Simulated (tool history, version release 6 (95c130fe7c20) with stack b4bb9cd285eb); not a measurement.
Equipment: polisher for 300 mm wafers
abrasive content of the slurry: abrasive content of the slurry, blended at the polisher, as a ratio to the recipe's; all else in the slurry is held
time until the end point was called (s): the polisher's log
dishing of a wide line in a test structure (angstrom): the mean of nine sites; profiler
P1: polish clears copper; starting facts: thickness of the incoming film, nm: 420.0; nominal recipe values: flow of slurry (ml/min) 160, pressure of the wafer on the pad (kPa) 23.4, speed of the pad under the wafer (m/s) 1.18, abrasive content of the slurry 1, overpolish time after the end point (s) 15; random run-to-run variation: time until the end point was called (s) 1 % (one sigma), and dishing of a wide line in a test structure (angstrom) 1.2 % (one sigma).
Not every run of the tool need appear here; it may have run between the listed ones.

| run | hour | flow of slurry (ml/min) | pressure of the wafer on the pad (kPa) | speed of the pad under the wafer (m/s) | abrasive content of the slurry | overpolish time after the end point (s) | wafers polished on this pad | hours since the slurry nozzle was cleaned | hours since the head pressure was calibrated | hours since the slurry blender was calibrated | time until the end point was called (s) | dishing of a wide line in a test structure (angstrom) |
|---|---|---|---|---|---|---|---|---|---|---|---|---|
| 1 | 12.6 | 160 | 23.4 | 1.18 | 1 | 15 | 1133 | 431 | 534.5 | 228.5 | 115.75 | 280.2 |
| 2 | 24.9 | 160 | 23.4 | 1.62 | 1 | 15 | 1244 | 443.3 | 546.8 | 240.8 | 84.767 | 328.45 |
| 3 | 35.7 | 160 | 13.8 | 1.18 | 1 | 21 | 1341 | 454.1 | 557.6 | 251.6 | 199.43 | 237.97 |
| 4 | 43.5 | 160 | 23.4 | 1.18 | 1 | 15 | 1412 | 461.9 | 565.4 | 259.4 | 116.35 | 280.09 |
| 5 | 56.6 | 160 | 23.4 | 1.18 | 1 | 15 | 1530 | 475 | 578.5 | 272.5 | 117.03 | 279.6 |
| 6 | 64.8 | 160 | 23.4 | 0.54 | 1 | 15 | 1603 | 483.2 | 586.7 | 280.7 | 260.31 | 158.98 |
| 7 | 76.9 | 160 | 23.4 | 1.18 | 0.55 | 15 | 1712 | 495.3 | 598.8 | 292.8 | 130.37 | 259.08 |
| 8 | 84.2 | 240 | 23.4 | 1.18 | 1 | 15 | 1778 | 502.6 | 606.1 | 300.1 | 107.43 | 290.92 |
| 9 | 96.3 | 160 | 23.4 | 1.18 | 1.4 | 15 | 1887 | 514.7 | 618.2 | 312.2 | 107.4 | 295.55 |
| 10 | 103.5 | 160 | 34.5 | 1.18 | 1 | 15 | 1952 | 521.9 | 625.4 | 319.4 | 78.102 | 352.14 |
| 11 | 116.8 | 160 | 15.2 | 1.18 | 1 | 15 | 2071 | 535.2 | 638.7 | 332.7 | 178.53 | 205.48 |
| 12 | 127 | 160 | 23.4 | 1.18 | 1 | 15 | 2163 | 545.4 | 648.9 | 342.9 | 116.7 | 280.45 |
| 13 | 140.7 | 160 | 23.4 | 0.9 | 1.35 | 15 | 2287 | 559.1 | 662.6 | 356.6 | 142.53 | 253.84 |
| 14 | 152.4 | 160 | 23.4 | 1.18 | 1 | 4 | 2392 | 570.8 | 674.3 | 368.3 | 116.9 | 104.85 |
| 15 | 162.7 | 95 | 23.4 | 1.18 | 1 | 15 | 2485 | 581.1 | 684.6 | 378.6 | 130.23 | 264.11 |
| 16 | 175.8 | 160 | 23.4 | 0.76 | 1 | 24 | 2603 | 594.2 | 697.7 | 391.7 | 183.23 | 284.63 |
| 17 | 188.8 | 160 | 23.4 | 1.18 | 1 | 24 | 2720 | 607.2 | 710.7 | 404.7 | 117.22 | 350.84 |
| 18 | 195.9 | 160 | 23.4 | 1.18 | 1 | 15 | 2784 | 614.3 | 717.8 | 411.8 | 116.62 | 281.05 |
| 19 | 209.1 | 160 | 23.4 | 1.18 | 1 | 15 | 2902 | 627.5 | 731 | 425 | 117.67 | 275.43 |
| 20 | 221.3 | 160 | 23.4 | 1.18 | 1 | 15 | 3012 | 639.7 | 743.2 | 437.2 | 123.67 | 276.26 |
|  | 233.6 | slurry blender recalibrated |
| 21 | 235.5 | 160 | 23.4 | 1.18 | 1 | 15 | 3140 | 653.9 | 757.4 | 1.9 | 125.19 | 266.78 |
| 22 | 249.5 | 160 | 23.4 | 1.18 | 1 | 15 | 3266 | 667.9 | 771.4 | 15.9 | 122.02 | 267.4 |
|  | 257.3 | head pressure recalibrated |
| 23 | 263.7 | 160 | 23.4 | 1.18 | 1 | 15 | 3394 | 682.1 | 6.4 | 30.1 | 126.41 | 266.46 |
| 24 | 273.4 | 160 | 23.4 | 1.18 | 1 | 15 | 3481 | 691.8 | 16.1 | 39.8 | 126.28 | 264.52 |
| 25 | 285.1 | 160 | 23.4 | 1.18 | 1 | 15 | 3587 | 703.5 | 27.8 | 51.5 | 124.88 | 262.24 |
| 26 | 292.7 | 160 | 23.4 | 1.18 | 1 | 15 | 3655 | 711.1 | 35.4 | 59.1 | 127.64 | 269.82 |
| 27 | 301.4 | 160 | 23.4 | 1.18 | 1 | 15 | 3733 | 719.8 | 44.1 | 67.8 | 126.96 | 264.67 |

The output of P1 has drifted from where it used to be. Each of the 2 causes below, taken at the size shown beside it, accounts for the log equally well:
A: slurry flow missing at the pad, % = 36.2
B: removal rate lost through wear of the pad, % = 8.64
At approximately hour 195.9, the process output began to creep.
What rules out each remaining cause:
head's pressure below its setpoint, %: work on it at hour 257.3, done after the drift set in, did not restore what the process gave before
abrasive missing from the slurry, %: work on it at hour 233.6, done after the drift set in, did not restore what the process gave before

Which of the check runs below tells the causes apart, meaning the causes would give it clearly different results? Each run uses 3 wafers whose results are averaged, and each result is shown as a question mark.
| check 1 | 310.1 | 160 | 23.4 | 1.18 | 0.65 | 7 |  |  |  |  | ? | ? |
| check 2 | 310.1 | 160 | 23.4 | 1.18 | 0.7 | 9 |  |  |  |  | ? | ? |
| check 3 | 310.1 | 105 | 23.4 | 1.18 | 1 | 15 |  |  |  |  | ? | ? |
| check 4 | 310.1 | 160 | 23.4 | 0.58 | 1 | 4 |  |  |  |  | ? | ? |

How each check would come out, cause by cause:
| check | result | if A | if B |
|---|---|---|---|
| check 1 | time until the end point was called (s) | 138.99 | 139 |
| check 1 | dishing of a wide line in a test structure (angstrom) | 142.8 | 142.79 |
| check 2 | time until the end point was called (s) | 136.9 | 136.91 |
| check 2 | dishing of a wide line in a test structure (angstrom) | 176.45 | 176.43 |
| check 3 | time until the end point was called (s) | 143.82 | 138.11 |
| check 3 | dishing of a wide line in a test structure (angstrom) | 245.2 | 251.69 |
| check 4 | time until the end point was called (s) | 258.45 | 258.48 |
| check 4 | dishing of a wide line in a test structure (angstrom) | 49.912 | 49.907 |
Gap, in per cent, between the two causes that each check separates least, read from the result that separates them most: check 1 0.01 %; check 2 0.01 %; check 3 4.05 %; check 4 0.01 %
Check 3 tells the causes apart: in the others they would give nearly the same result.

Check 3 has now been run. It gave: time until the end point was called (s) 138.16; dishing of a wide line in a test structure (angstrom) 252.25. Which of the candidate causes is it?

It is B: removal rate lost through wear of the pad, %.
